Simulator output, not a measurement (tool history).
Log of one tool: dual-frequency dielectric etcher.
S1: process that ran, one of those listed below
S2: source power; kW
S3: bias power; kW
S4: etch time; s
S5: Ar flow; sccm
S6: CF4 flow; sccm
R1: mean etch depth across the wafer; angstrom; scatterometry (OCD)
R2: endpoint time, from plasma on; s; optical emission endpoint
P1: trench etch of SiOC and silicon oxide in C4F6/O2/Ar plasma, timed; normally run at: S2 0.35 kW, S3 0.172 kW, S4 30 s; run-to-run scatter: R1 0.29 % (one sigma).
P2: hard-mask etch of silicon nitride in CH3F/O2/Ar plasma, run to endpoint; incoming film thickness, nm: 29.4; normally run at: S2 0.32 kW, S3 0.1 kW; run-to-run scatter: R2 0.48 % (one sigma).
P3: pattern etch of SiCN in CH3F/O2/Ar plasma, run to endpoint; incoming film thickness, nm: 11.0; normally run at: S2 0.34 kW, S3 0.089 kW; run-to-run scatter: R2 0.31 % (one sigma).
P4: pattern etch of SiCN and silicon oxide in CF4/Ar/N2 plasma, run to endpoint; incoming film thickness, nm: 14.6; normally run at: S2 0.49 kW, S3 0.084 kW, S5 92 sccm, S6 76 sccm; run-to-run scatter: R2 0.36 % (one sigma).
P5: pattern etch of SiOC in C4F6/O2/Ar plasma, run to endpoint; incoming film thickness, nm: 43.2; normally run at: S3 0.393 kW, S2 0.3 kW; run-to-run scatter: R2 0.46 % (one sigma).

{"run": 1, "day": 0.15, "S1": "P1", "S2": 0.35, "S3": 0.172, "S4": 30, "R1": 539.89}
{"run": 2, "day": 0.304, "S1": "P4", "S2": 0.49, "S3": 0.084, "S5": 92, "S6": 76, "R2": 14.923}
{"run": 3, "day": 0.488, "S1": "P2", "S2": 0.23, "S3": 0.1, "R2": 46.635}
{"run": 4, "day": 0.692, "S1": "P5", "S2": 0.36, "S3": 0.393, "R2": 16.641}
{"run": 5, "day": 0.825, "S1": "P1", "S2": 0.26, "S3": 0.172, "S4": 30, "R1": 484.29}
{"run": 6, "day": 1.021, "S1": "P2", "S2": 0.32, "S3": 0.1, "R2": 41.067}
{"day": 1.162, "done": "bias power generator calibrated"}
{"run": 7, "day": 1.233, "S1": "P2", "S2": 0.32, "S3": 0.066, "R2": 47.748}
{"run": 8, "day": 1.412, "S1": "P3", "S2": 0.34, "S3": 0.089, "R2": 28.907}
{"run": 9, "day": 1.575, "S1": "P1", "S2": 0.35, "S3": 0.172, "S4": 37, "R1": 667.47}
{"run": 10, "day": 1.762, "S1": "P4", "S2": 0.49, "S3": 0.084, "S5": 56, "S6": 76, "R2": 14.012}
{"run": 11, "day": 1.871, "S1": "P1", "S2": 0.35, "S3": 0.172, "S4": 30, "R1": 539.48}
{"run": 12, "day": 2.038, "S1": "P3", "S2": 0.46, "S3": 0.089, "R2": 25.68}
{"run": 13, "day": 2.212, "S1": "P1", "S2": 0.46, "S3": 0.203, "S4": 30, "R1": 633.71}
{"run": 14, "day": 2.404, "S1": "P1", "S2": 0.35, "S3": 0.172, "S4": 30, "R1": 537.41}
{"run": 15, "day": 2.575, "S1": "P4", "S2": 0.49, "S3": 0.084, "S5": 92, "S6": 55, "R2": 15.69}
{"run": 16, "day": 2.788, "S1": "P1", "S2": 0.35, "S3": 0.172, "S4": 30, "R1": 540.67}
{"run": 17, "day": 2.988, "S1": "P4", "S2": 0.49, "S3": 0.05, "S5": 92, "S6": 76, "R2": 17.638}
{"run": 18, "day": 3.125, "S1": "P5", "S2": 0.3, "S3": 0.535, "R2": 16.109}
{"run": 19, "day": 3.333, "S1": "P3", "S2": 0.34, "S3": 0.122, "R2": 25.351}
{"run": 20, "day": 3.529, "S1": "P1", "S2": 0.35, "S3": 0.172, "S4": 30, "R1": 538.28}
{"run": 21, "day": 3.683, "S1": "P1", "S2": 0.45, "S3": 0.172, "S4": 30, "R1": 595.04}
{"run": 22, "day": 3.883, "S1": "P1", "S2": 0.49, "S3": 0.172, "S4": 17, "R1": 350.6}
{"run": 23, "day": 4.058, "S1": "P4", "S2": 0.66, "S3": 0.084, "S5": 92, "S6": 76, "R2": 11.528}
{"run": 24, "day": 4.162, "S1": "P1", "S2": 0.35, "S3": 0.172, "S4": 18, "R1": 326.31}
{"run": 25, "day": 4.375, "S1": "P5", "S2": 0.3, "S3": 0.393, "R2": 17.865}
{"run": 26, "day": 4.496, "S1": "P1", "S2": 0.35, "S3": 0.21, "S4": 30, "R1": 575.88}
{"run": 27, "day": 4.621, "S1": "P1", "S2": 0.35, "S3": 0.118, "S4": 30, "R1": 482.96}
{"run": 28, "day": 4.842, "S1": "P1", "S2": 0.45, "S3": 0.172, "S4": 42, "R1": 832.02}
{"run": 29, "day": 5.029, "S1": "P1", "S2": 0.35, "S3": 0.172, "S4": 30, "R1": 539.35}
{"run": 30, "day": 5.154, "S1": "P1", "S2": 0.35, "S3": 0.172, "S4": 30, "R1": 535.29}
{"run": 31, "day": 5.271, "S1": "P1", "S2": 0.35, "S3": 0.172, "S4": 30, "R1": 534.48}
{"run": 32, "day": 5.433, "S1": "P1", "S2": 0.35, "S3": 0.172, "S4": 30, "R1": 535.4}
{"day": 5.558, "done": "wet clean of the chamber"}
{"run": 33, "day": 5.617, "S1": "P1", "S2": 0.35, "S3": 0.172, "S4": 30, "R1": 532.95}
{"run": 34, "day": 5.717, "S1": "P1", "S2": 0.35, "S3": 0.172, "S4": 30, "R1": 535.7}
{"run": 35, "day": 5.825, "S1": "P1", "S2": 0.35, "S3": 0.172, "S4": 30, "R1": 535.12}

What P1 gives has crept away from where it was. These 2 causes fit the log equally well, each at the size given:
A: source power that arrives under what is set, % = 3.7
B: bias power that arrives under what is set, % = 4.55
The creep began at about day 5.029.
Why every other cause is out:
chamber walls in a state that lowers the etch rate, %: serviced at day 5.558, which brought nothing back

4 check runs are offered, each on 2 wafers whose results are averaged, their results left as question marks. Which one tells the causes apart?
{"run": "check 1", "day": 5.933, "S1": "P3", "S2": 0.39, "S3": 0.119, "R2": "?"}
{"run": "check 2", "day": 5.933, "S1": "P5", "S2": 0.36, "S3": 0.533, "R2": "?"}
{"run": "check 3", "day": 5.933, "S1": "P4", "S2": 0.49, "S3": 0.06, "S5": 61, "S6": 76, "R2": "?"}
{"run": "check 4", "day": 5.933, "S1": "P2", "S2": 0.27, "S3": 0.08, "R2": "?"}

What each check would give under each cause:
check=check_1 result=R2 if_A=24.9 if_B=25.007
check=check_2 result=R2 if_A=15.167 if_B=15.224
check=check_3 result=R2 if_A=16.302 if_B=15.978
check=check_4 result=R2 if_A=48.156 if_B=48.283
How far apart the two closest causes lie, in the result that separates them most: check 1 0.43 %; check 2 0.37 %; check 3 2.01 %; check 4 0.26 %
Only check 3 tells the causes apart: in the others they would give nearly the same result.

Then check 3 was run and gave: R2 16 s. Which cause is it?

It is B: bias power that arrives under what is set, %.
